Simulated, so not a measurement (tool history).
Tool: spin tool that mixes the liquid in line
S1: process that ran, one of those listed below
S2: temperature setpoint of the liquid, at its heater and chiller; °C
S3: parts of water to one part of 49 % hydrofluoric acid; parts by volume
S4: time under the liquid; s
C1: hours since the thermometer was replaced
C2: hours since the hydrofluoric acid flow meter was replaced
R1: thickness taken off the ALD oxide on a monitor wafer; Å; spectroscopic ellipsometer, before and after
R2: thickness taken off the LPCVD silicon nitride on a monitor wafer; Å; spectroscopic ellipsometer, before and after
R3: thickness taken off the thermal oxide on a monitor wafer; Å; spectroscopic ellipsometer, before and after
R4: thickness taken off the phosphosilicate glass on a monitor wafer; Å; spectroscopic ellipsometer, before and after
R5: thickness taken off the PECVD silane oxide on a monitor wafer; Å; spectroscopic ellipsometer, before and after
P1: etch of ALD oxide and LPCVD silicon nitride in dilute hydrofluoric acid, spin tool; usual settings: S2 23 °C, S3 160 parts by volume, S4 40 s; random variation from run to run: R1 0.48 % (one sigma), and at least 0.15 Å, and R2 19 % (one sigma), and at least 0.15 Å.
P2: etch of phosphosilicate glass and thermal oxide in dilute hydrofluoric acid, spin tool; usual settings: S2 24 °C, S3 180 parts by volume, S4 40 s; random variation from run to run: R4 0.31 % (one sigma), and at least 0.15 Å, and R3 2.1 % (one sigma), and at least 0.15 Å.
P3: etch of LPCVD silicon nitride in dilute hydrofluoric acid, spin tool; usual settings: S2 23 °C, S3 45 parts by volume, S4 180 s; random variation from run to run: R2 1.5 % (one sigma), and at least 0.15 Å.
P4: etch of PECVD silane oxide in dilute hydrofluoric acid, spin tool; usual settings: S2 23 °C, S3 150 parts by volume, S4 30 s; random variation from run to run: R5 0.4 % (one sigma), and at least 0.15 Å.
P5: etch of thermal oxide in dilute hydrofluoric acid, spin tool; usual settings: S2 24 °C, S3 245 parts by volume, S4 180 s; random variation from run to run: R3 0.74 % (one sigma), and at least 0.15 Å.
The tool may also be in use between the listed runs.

{"run": 1, "day": 0.454, "S1": "P1", "S2": 23, "S3": 160, "S4": 40, "C1": 526.4, "C2": 236, "R1": 47.482, "R2": 1.4543}
{"run": 2, "day": 1.108, "S1": "P1", "S2": 23, "S3": 160, "S4": 40, "C1": 542.1, "C2": 251.7, "R1": 47.861, "R2": 1.6893}
{"run": 3, "day": 1.567, "S1": "P1", "S2": 23, "S3": 160, "S4": 40, "C1": 553.1, "C2": 262.7, "R1": 48.01, "R2": 1.6455}
{"run": 4, "day": 1.983, "S1": "P1", "S2": 23, "S3": 160, "S4": 40, "C1": 563.1, "C2": 272.7, "R1": 47.47, "R2": 0.94858}
{"run": 5, "day": 2.496, "S1": "P5", "S2": 24, "S3": 245, "S4": 180, "C1": 575.4, "C2": 285, "R3": 28.6}
{"run": 6, "day": 3.125, "S1": "P2", "S2": 18, "S3": 180, "S4": 40, "C1": 590.5, "C2": 300.1, "R3": 7.8935, "R4": 116.31}
{"run": 7, "day": 3.717, "S1": "P1", "S2": 23, "S3": 160, "S4": 40, "C1": 604.7, "C2": 314.3, "R1": 47.358, "R2": 1.171}
{"run": 8, "day": 4.208, "S1": "P4", "S2": 23, "S3": 150, "S4": 30, "C1": 616.5, "C2": 326.1, "R5": 81.666}
{"run": 9, "day": 4.65, "S1": "P3", "S2": 23, "S3": 45, "S4": 180, "C1": 627.1, "C2": 336.7, "R2": 17.454}
{"run": 10, "day": 5.296, "S1": "P2", "S2": 24, "S3": 75, "S4": 40, "C1": 642.6, "C2": 352.2, "R3": 26.521, "R4": 402.64}
{"run": 11, "day": 5.812, "S1": "P3", "S2": 23, "S3": 45, "S4": 180, "C1": 655, "C2": 364.6, "R2": 17.814}
{"run": 12, "day": 6.229, "S1": "P5", "S2": 24, "S3": 245, "S4": 95, "C1": 665, "C2": 374.6, "R3": 14.781}
{"run": 13, "day": 6.704, "S1": "P4", "S2": 30.5, "S3": 150, "S4": 30, "C1": 676.4, "C2": 386, "R5": 107.7}
{"run": 14, "day": 7.242, "S1": "P5", "S2": 24, "S3": 400, "S4": 180, "C1": 689.3, "C2": 398.9, "R3": 15.174}
{"run": 15, "day": 7.688, "S1": "P2", "S2": 24, "S3": 180, "S4": 40, "C1": 700, "C2": 409.6, "R3": 10.073, "R4": 147.4}
{"run": 16, "day": 8.304, "S1": "P4", "S2": 23, "S3": 150, "S4": 15, "C1": 714.8, "C2": 424.4, "R5": 41.225}
{"run": 17, "day": 8.888, "S1": "P1", "S2": 23, "S3": 160, "S4": 40, "C1": 728.8, "C2": 438.4, "R1": 47.245, "R2": 1.2389}
{"run": 18, "day": 9.2, "S1": "P1", "S2": 18, "S3": 160, "S4": 40, "C1": 736.3, "C2": 445.9, "R1": 39.246, "R2": 0.6974}
{"run": 19, "day": 9.821, "S1": "P1", "S2": 23, "S3": 160, "S4": 75, "C1": 751.2, "C2": 460.8, "R1": 90.065, "R2": 1.9727}
{"run": 20, "day": 10.271, "S1": "P1", "S2": 23, "S3": 255, "S4": 40, "C1": 762, "C2": 471.6, "R1": 27.16, "R2": 0.9271}
{"run": 21, "day": 10.746, "S1": "P5", "S2": 18, "S3": 245, "S4": 180, "C1": 773.4, "C2": 483, "R3": 22.485}
{"run": 22, "day": 11.375, "S1": "P1", "S2": 23, "S3": 275, "S4": 15, "C1": 788.5, "C2": 498.1, "R1": 9.3256, "R2": 0.33587}
{"run": 23, "day": 11.867, "S1": "P1", "S2": 18, "S3": 160, "S4": 70, "C1": 800.3, "C2": 509.9, "R1": 68.677, "R2": 1.5219}
{"run": 24, "day": 12.325, "S1": "P4", "S2": 23, "S3": 60, "S4": 30, "C1": 811.3, "C2": 520.9, "R5": 227.8}
{"run": 25, "day": 12.875, "S1": "P1", "S2": 23, "S3": 60, "S4": 40, "C1": 824.5, "C2": 534.1, "R1": 144.81, "R2": 2.8042}
{"run": 26, "day": 13.279, "S1": "P1", "S2": 31, "S3": 160, "S4": 40, "C1": 834.2, "C2": 543.8, "R1": 64.253, "R2": 1.676}
{"run": 27, "day": 13.896, "S1": "P3", "S2": 23, "S3": 45, "S4": 350, "C1": 849, "C2": 558.6, "R2": 33.862}
{"run": 28, "day": 14.483, "S1": "P2", "S2": 24, "S3": 180, "S4": 15, "C1": 863.1, "C2": 572.7, "R3": 3.62, "R4": 55.807}
{"run": 29, "day": 14.892, "S1": "P1", "S2": 23, "S3": 160, "S4": 20, "C1": 872.9, "C2": 582.5, "R1": 23.95, "R2": 0.56922}
{"run": 30, "day": 15.504, "S1": "P1", "S2": 30.5, "S3": 160, "S4": 15, "C1": 887.6, "C2": 597.2, "R1": 23.846, "R2": 0.45661}
{"run": 31, "day": 16.004, "S1": "P3", "S2": 23, "S3": 20, "S4": 180, "C1": 899.6, "C2": 609.2, "R2": 39.093}
{"run": 32, "day": 16.442, "S1": "P5", "S2": 24, "S3": 245, "S4": 180, "C1": 910.1, "C2": 619.7, "R3": 28.211}
{"run": 33, "day": 16.771, "S1": "P3", "S2": 18, "S3": 45, "S4": 180, "C1": 918, "C2": 627.6, "R2": 12.332}
{"run": 34, "day": 17.254, "S1": "P1", "S2": 23, "S3": 160, "S4": 40, "C1": 929.6, "C2": 639.2, "R1": 47.309, "R2": 1.5834}
{"run": 35, "day": 17.862, "S1": "P1", "S2": 23, "S3": 160, "S4": 40, "C1": 944.2, "C2": 653.8, "R1": 48.807, "R2": 0.92533}
{"run": 36, "day": 18.358, "S1": "P1", "S2": 23, "S3": 160, "S4": 40, "C1": 956.1, "C2": 665.7, "R1": 49.553, "R2": 1.4794}
{"run": 37, "day": 18.975, "S1": "P1", "S2": 23, "S3": 160, "S4": 40, "C1": 970.9, "C2": 680.5, "R1": 50.323, "R2": 1.1222}

Run 38 comes next. What will it give?
{"run": 38, "day": 19.55, "S1": "P1", "S2": 23, "S3": 160, "S4": 40, "C1": 984.7, "C2": 694.3, "R1": "?", "R2": "?"}

R1: 50.472 Å
R2: 1.3895 Å

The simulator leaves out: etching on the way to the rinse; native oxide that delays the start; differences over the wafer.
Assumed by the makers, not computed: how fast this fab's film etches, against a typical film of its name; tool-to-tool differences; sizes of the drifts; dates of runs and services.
